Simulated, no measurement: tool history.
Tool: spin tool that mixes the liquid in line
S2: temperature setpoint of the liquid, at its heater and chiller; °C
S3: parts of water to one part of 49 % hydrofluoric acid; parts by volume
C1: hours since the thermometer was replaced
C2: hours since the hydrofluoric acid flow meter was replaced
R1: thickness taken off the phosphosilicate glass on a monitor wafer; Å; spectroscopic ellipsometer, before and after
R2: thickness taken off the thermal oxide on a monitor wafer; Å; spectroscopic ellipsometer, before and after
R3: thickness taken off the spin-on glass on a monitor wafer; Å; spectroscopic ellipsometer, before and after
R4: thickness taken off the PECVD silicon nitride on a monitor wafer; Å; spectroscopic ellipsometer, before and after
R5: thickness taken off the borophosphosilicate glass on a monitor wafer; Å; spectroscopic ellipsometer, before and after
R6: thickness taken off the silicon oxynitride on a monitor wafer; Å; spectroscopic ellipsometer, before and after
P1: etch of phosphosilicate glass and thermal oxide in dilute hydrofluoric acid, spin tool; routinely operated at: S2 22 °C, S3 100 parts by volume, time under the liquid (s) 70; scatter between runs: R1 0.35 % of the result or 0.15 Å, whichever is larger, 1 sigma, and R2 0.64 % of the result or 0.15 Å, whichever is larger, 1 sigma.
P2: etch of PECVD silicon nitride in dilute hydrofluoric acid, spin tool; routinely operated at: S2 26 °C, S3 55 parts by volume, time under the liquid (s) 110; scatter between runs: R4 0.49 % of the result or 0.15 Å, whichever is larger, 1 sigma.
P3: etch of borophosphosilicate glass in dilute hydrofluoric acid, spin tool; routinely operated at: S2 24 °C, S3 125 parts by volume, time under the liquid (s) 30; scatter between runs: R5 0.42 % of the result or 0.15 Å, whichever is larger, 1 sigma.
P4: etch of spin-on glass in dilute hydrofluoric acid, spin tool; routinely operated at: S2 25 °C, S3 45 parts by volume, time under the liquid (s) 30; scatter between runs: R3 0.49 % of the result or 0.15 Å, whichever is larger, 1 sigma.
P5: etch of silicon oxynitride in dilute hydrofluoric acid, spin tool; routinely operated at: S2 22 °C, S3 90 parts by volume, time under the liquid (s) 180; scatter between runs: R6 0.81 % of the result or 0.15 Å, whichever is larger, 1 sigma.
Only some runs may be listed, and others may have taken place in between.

{"run": 1, "hour": 9.7, "process that ran": "P1", "S2": 22, "S3": 100, "time under the liquid (s)": 70, "C1": 676.2, "C2": 304.5, "R1": 519.39, "R2": 31.989}
{"run": 2, "hour": 26.7, "process that ran": "P4", "S2": 25, "S3": 45, "time under the liquid (s)": 55, "C1": 693.2, "C2": 321.5, "R3": 791.76}
{"run": 3, "hour": 36.0, "process that ran": "P1", "S2": 22, "S3": 100, "time under the liquid (s)": 20, "C1": 702.5, "C2": 330.8, "R1": 148.16, "R2": 8.8725}
{"run": 4, "hour": 49.7, "process that ran": "P2", "S2": 26, "S3": 55, "time under the liquid (s)": 110, "C1": 716.2, "C2": 344.5, "R4": 77.831}
{"run": 5, "hour": 67.3, "process that ran": "P1", "S2": 22, "S3": 100, "time under the liquid (s)": 110, "C1": 733.8, "C2": 362.1, "R1": 810.52, "R2": 49.483}
{"run": 6, "hour": 76.7, "process that ran": "P3", "S2": 29, "S3": 125, "time under the liquid (s)": 30, "C1": 743.2, "C2": 371.5, "R5": 187.29}
{"run": 7, "hour": 91.4, "process that ran": "P3", "S2": 24, "S3": 125, "time under the liquid (s)": 30, "C1": 757.9, "C2": 386.2, "R5": 155.08}
{"run": 8, "hour": 100.1, "process that ran": "P3", "S2": 24, "S3": 125, "time under the liquid (s)": 30, "C1": 766.6, "C2": 394.9, "R5": 154.54}
{"run": 9, "hour": 115.9, "process that ran": "P1", "S2": 22, "S3": 160, "time under the liquid (s)": 70, "C1": 782.4, "C2": 410.7, "R1": 301.58, "R2": 18.3}
{"run": 10, "hour": 129.2, "process that ran": "P4", "S2": 25, "S3": 45, "time under the liquid (s)": 30, "C1": 795.7, "C2": 424, "R3": 430.78}
{"run": 11, "hour": 139.8, "process that ran": "P1", "S2": 17, "S3": 145, "time under the liquid (s)": 70, "C1": 806.3, "C2": 434.6, "R1": 277.65, "R2": 16.978}
{"run": 12, "hour": 147.6, "process that ran": "P2", "S2": 26, "S3": 55, "time under the liquid (s)": 110, "C1": 814.1, "C2": 442.4, "R4": 76.754}
{"run": 13, "hour": 158.3, "process that ran": "P1", "S2": 22, "S3": 100, "time under the liquid (s)": 70, "C1": 824.8, "C2": 453.1, "R1": 517.11, "R2": 31.465}
{"run": 14, "hour": 166.0, "process that ran": "P1", "S2": 22, "S3": 100, "time under the liquid (s)": 70, "C1": 832.5, "C2": 460.8, "R1": 518.02, "R2": 31.427}
{"run": 15, "hour": 178.5, "process that ran": "P4", "S2": 25, "S3": 45, "time under the liquid (s)": 30, "C1": 845, "C2": 473.3, "R3": 433.27}
{"run": 16, "hour": 188.7, "process that ran": "P2", "S2": 30, "S3": 55, "time under the liquid (s)": 110, "C1": 855.2, "C2": 483.5, "R4": 100.08}
{"run": 17, "hour": 196.4, "process that ran": "P5", "S2": 28.5, "S3": 90, "time under the liquid (s)": 180, "C1": 862.9, "C2": 491.2, "R6": 35.77}
{"run": 18, "hour": 205.8, "process that ran": "P5", "S2": 22, "S3": 90, "time under the liquid (s)": 180, "C1": 872.3, "C2": 500.6, "R6": 26.465}
{"run": 19, "hour": 221.0, "process that ran": "P1", "S2": 17, "S3": 100, "time under the liquid (s)": 70, "C1": 887.5, "C2": 515.8, "R1": 421.19, "R2": 25.576}
{"run": 20, "hour": 230.4, "process that ran": "P1", "S2": 22, "S3": 100, "time under the liquid (s)": 70, "C1": 896.9, "C2": 525.2, "R1": 517.17, "R2": 31.629}
{"run": 21, "hour": 239.8, "process that ran": "P1", "S2": 22, "S3": 50, "time under the liquid (s)": 70, "C1": 906.3, "C2": 534.6, "R1": 1095.3, "R2": 66.706}
{"run": 22, "hour": 256.9, "process that ran": "P2", "S2": 26, "S3": 100, "time under the liquid (s)": 110, "C1": 923.4, "C2": 551.7, "R4": 42.339}
{"run": 23, "hour": 272.9, "process that ran": "P5", "S2": 22, "S3": 40, "time under the liquid (s)": 180, "C1": 939.4, "C2": 567.7, "R6": 61.279}
{"run": 24, "hour": 289.7, "process that ran": "P4", "S2": 29.5, "S3": 45, "time under the liquid (s)": 30, "C1": 956.2, "C2": 584.5, "R3": 521.5}
{"run": 25, "hour": 305.6, "process that ran": "P1", "S2": 22, "S3": 100, "time under the liquid (s)": 70, "C1": 972.1, "C2": 600.4, "R1": 521.88, "R2": 31.994}
{"run": 26, "hour": 316.3, "process that ran": "P2", "S2": 26, "S3": 55, "time under the liquid (s)": 20, "C1": 982.8, "C2": 611.1, "R4": 13.785}
{"run": 27, "hour": 325.2, "process that ran": "P5", "S2": 22, "S3": 90, "time under the liquid (s)": 50, "C1": 991.7, "C2": 620, "R6": 7.5022}
{"run": 28, "hour": 341.4, "process that ran": "P3", "S2": 24, "S3": 125, "time under the liquid (s)": 60, "C1": 1007.9, "C2": 636.2, "R5": 310.54}
{"run": 29, "hour": 357.7, "process that ran": "P3", "S2": 24, "S3": 25, "time under the liquid (s)": 30, "C1": 1024.2, "C2": 652.5, "R5": 877.55}
{"run": 30, "hour": 366.1, "process that ran": "P4", "S2": 25, "S3": 75, "time under the liquid (s)": 30, "C1": 1032.6, "C2": 660.9, "R3": 250.19}
{"run": 31, "hour": 378.1, "process that ran": "P1", "S2": 29, "S3": 100, "time under the liquid (s)": 70, "C1": 1044.6, "C2": 672.9, "R1": 683.83, "R2": 41.986}
{"run": 32, "hour": 390.4, "process that ran": "P1", "S2": 22, "S3": 100, "time under the liquid (s)": 70, "C1": 1056.9, "C2": 685.2, "R1": 517.3, "R2": 31.609}
{"run": 33, "hour": 406.7, "process that ran": "P1", "S2": 22, "S3": 100, "time under the liquid (s)": 70, "C1": 1073.2, "C2": 701.5, "R1": 533.28, "R2": 32.703}
{"run": 34, "hour": 420.6, "process that ran": "P1", "S2": 22, "S3": 100, "time under the liquid (s)": 70, "C1": 1087.1, "C2": 715.4, "R1": 546.46, "R2": 33.94}
{"run": 35, "hour": 428.4, "process that ran": "P1", "S2": 22, "S3": 100, "time under the liquid (s)": 70, "C1": 1094.9, "C2": 723.2, "R1": 551.05, "R2": 34.185}
{"run": 36, "hour": 436.2, "process that ran": "P1", "S2": 22, "S3": 100, "time under the liquid (s)": 70, "C1": 1102.7, "C2": 731, "R1": 555.63, "R2": 33.906}
{"run": 37, "hour": 450.2, "process that ran": "P1", "S2": 22, "S3": 100, "time under the liquid (s)": 70, "C1": 1116.7, "C2": 745, "R1": 555.76, "R2": 34.396}
{"run": 38, "hour": 460.0, "process that ran": "P1", "S2": 22, "S3": 100, "time under the liquid (s)": 70, "C1": 1126.5, "C2": 754.8, "R1": 556.7, "R2": 34.296}
{"run": 39, "hour": 477.1, "process that ran": "P1", "S2": 22, "S3": 100, "time under the liquid (s)": 70, "C1": 1143.6, "C2": 771.9, "R1": 560.06, "R2": 34.358}
{"run": 40, "hour": 485.5, "process that ran": "P1", "S2": 22, "S3": 100, "time under the liquid (s)": 70, "C1": 1152, "C2": 780.3, "R1": 559.92, "R2": 33.758}
{"run": 41, "hour": 495.0, "process that ran": "P1", "S2": 22, "S3": 100, "time under the liquid (s)": 70, "C1": 1161.5, "C2": 789.8, "R1": 563, "R2": 34.683}
{"run": 42, "hour": 505.1, "process that ran": "P1", "S2": 22, "S3": 100, "time under the liquid (s)": 70, "C1": 1171.6, "C2": 799.9, "R1": 564, "R2": 34.297}

What P1 gives has crept away from where it was. These 2 causes fit the log equally well, each at the size given:
A: hydrofluoric acid flow above the setpoint (%) = 7.77
B: liquid hotter than its thermometer reads (K) = 2.09
The gradual shift began around hour 390.4.

Of the 4 check runs listed below, each run on one wafer and each result written as a question mark, which would let you distinguish the listed causes because they would give clearly different results?
{"run": "check 1", "hour": 515.2, "process that ran": "P3", "S2": 28.5, "S3": 35, "time under the liquid (s)": 30, "R5": "?"}
{"run": "check 2", "hour": 515.2, "process that ran": "P2", "S2": 26, "S3": 55, "time under the liquid (s)": 60, "R4": "?"}
{"run": "check 3", "hour": 515.2, "process that ran": "P5", "S2": 28, "S3": 65, "time under the liquid (s)": 180, "R6": "?"}
{"run": "check 4", "hour": 515.2, "process that ran": "P4", "S2": 25, "S3": 70, "time under the liquid (s)": 55, "R3": "?"}

Outcome of each check run for each possible cause:
check=check_1 result=R5 if_A=808.95 if_B=812.99
check=check_2 result=R4 if_A=45.179 if_B=48.154
check=check_3 result=R6 if_A=54.17 if_B=55.125
check=check_4 result=R3 if_A=534.45 if_B=535.34
Smallest distance between any two causes, each pair judged by its most separating result, in per cent: check 1 0.5 %; check 2 6.38 %; check 3 1.75 %; check 4 0.17 %
The other checks would show nearly matching results whichever cause is true, so check 2 is the only one that separates the causes.

Check 2 was carried out, with these results: R4 45.687 Å. Which of the listed causes is responsible?

It is A: hydrofluoric acid flow above the setpoint (%).

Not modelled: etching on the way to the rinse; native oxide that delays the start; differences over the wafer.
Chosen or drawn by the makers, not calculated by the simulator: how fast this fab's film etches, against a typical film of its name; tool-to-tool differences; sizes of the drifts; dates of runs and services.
